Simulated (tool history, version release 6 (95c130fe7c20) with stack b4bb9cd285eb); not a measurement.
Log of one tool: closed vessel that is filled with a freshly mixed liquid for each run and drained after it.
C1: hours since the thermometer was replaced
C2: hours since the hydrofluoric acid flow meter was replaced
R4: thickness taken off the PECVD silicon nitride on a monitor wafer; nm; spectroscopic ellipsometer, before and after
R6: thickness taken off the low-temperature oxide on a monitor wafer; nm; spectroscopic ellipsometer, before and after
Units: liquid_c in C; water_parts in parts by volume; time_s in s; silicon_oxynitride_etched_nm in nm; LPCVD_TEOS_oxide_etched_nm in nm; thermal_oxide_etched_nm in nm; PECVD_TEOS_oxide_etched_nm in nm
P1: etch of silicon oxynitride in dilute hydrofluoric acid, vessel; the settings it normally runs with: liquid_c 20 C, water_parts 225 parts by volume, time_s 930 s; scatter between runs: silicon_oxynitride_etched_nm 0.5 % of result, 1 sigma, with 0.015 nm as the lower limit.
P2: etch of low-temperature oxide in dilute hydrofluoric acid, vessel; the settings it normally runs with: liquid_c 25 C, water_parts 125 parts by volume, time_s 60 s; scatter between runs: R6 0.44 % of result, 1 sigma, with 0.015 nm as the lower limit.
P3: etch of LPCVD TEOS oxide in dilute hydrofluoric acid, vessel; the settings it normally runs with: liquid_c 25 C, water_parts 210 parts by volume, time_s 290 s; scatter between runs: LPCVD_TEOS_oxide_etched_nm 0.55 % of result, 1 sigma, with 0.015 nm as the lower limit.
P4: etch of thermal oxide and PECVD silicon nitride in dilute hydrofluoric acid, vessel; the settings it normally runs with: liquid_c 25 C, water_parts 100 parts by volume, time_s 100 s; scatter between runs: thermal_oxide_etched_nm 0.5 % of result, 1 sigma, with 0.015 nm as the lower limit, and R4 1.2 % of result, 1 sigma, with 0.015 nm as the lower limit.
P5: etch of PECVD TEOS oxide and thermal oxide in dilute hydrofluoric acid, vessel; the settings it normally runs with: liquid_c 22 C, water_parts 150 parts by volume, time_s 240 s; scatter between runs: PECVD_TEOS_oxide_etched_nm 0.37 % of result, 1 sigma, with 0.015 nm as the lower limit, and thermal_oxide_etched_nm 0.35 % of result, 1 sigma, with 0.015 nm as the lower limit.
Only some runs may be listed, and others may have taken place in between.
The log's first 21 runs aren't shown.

Run 22, hour 190.1: process P1, liquid_c 20 C, water_parts 225 parts by volume, time_s 145 s; C1 1221.5; C2 568.2. Result: silicon_oxynitride_etched_nm 2.2811 nm.
Run 23, hour 197.9: process P1, liquid_c 20 C, water_parts 225 parts by volume, time_s 930 s; C1 1229.3; C2 576. Result: silicon_oxynitride_etched_nm 14.633 nm.
Run 24, hour 206.4: process P5, liquid_c 22 C, water_parts 150 parts by volume, time_s 240 s; C1 1237.8; C2 584.5. Result: thermal_oxide_etched_nm 6.7275 nm, PECVD_TEOS_oxide_etched_nm 12.168 nm.
Run 25, hour 214.1: process P3, liquid_c 19.5 C, water_parts 210 parts by volume, time_s 290 s; C1 1245.5; C2 592.2. Result: LPCVD_TEOS_oxide_etched_nm 36.472 nm.
At hour 220.5: thermometer replaced.
Run 26, hour 223: process P3, liquid_c 25 C, water_parts 210 parts by volume, time_s 290 s; C1 2.6; C2 601.1. Result: LPCVD_TEOS_oxide_etched_nm 44.802 nm.
Run 27, hour 233.4: process P2, liquid_c 25 C, water_parts 125 parts by volume, time_s 30 s; C1 13; C2 611.5. Result: R6 2.9506 nm.
Run 28, hour 245.3: process P3, liquid_c 25 C, water_parts 35 parts by volume, time_s 290 s; C1 24.9; C2 623.4. Result: LPCVD_TEOS_oxide_etched_nm 333.78 nm.
Run 29, hour 255.9: process P1, liquid_c 26.5 C, water_parts 225 parts by volume, time_s 930 s; C1 35.5; C2 634. Result: silicon_oxynitride_etched_nm 19.382 nm.
Run 30, hour 262.1: process P4, liquid_c 25 C, water_parts 35 parts by volume, time_s 100 s; C1 41.7; C2 640.2. Result: thermal_oxide_etched_nm 15.453 nm, R4 6.2305 nm.
Run 31, hour 270.6: process P1, liquid_c 20 C, water_parts 80 parts by volume, time_s 930 s; C1 50.2; C2 648.7. Result: silicon_oxynitride_etched_nm 45.754 nm.
Run 32, hour 276.1: process P1, liquid_c 20 C, water_parts 225 parts by volume, time_s 930 s; C1 55.7; C2 654.2. Result: silicon_oxynitride_etched_nm 14.731 nm.
Run 33, hour 284.8: process P1, liquid_c 20 C, water_parts 225 parts by volume, time_s 930 s; C1 64.4; C2 662.9. Result: silicon_oxynitride_etched_nm 13.987 nm.
Run 34, hour 291.1: process P1, liquid_c 20 C, water_parts 225 parts by volume, time_s 930 s; C1 70.7; C2 669.2. Result: silicon_oxynitride_etched_nm 13.893 nm.
Run 35, hour 302.1: process P1, liquid_c 20 C, water_parts 225 parts by volume, time_s 930 s; C1 81.7; C2 680.2. Result: silicon_oxynitride_etched_nm 13.554 nm.
Run 36, hour 314.1: process P1, liquid_c 20 C, water_parts 225 parts by volume, time_s 930 s; C1 93.7; C2 692.2. Result: silicon_oxynitride_etched_nm 13.386 nm.
Run 37, hour 324.5: process P1, liquid_c 20 C, water_parts 225 parts by volume, time_s 930 s; C1 104.1; C2 702.6. Result: silicon_oxynitride_etched_nm 13.373 nm.
Run 38, hour 334.2: process P1, liquid_c 20 C, water_parts 225 parts by volume, time_s 930 s; C1 113.8; C2 712.3. Result: silicon_oxynitride_etched_nm 13.193 nm.

Run 39, settings as shown, results not yet in. Your forecast:
Run 39, hour 342: process P1, liquid_c 20 C, water_parts 225 parts by volume, time_s 930 s; C1 121.6; C2 720.1. Result: silicon_oxynitride_etched_nm ?.

silicon_oxynitride_etched_nm: 13.236 nm
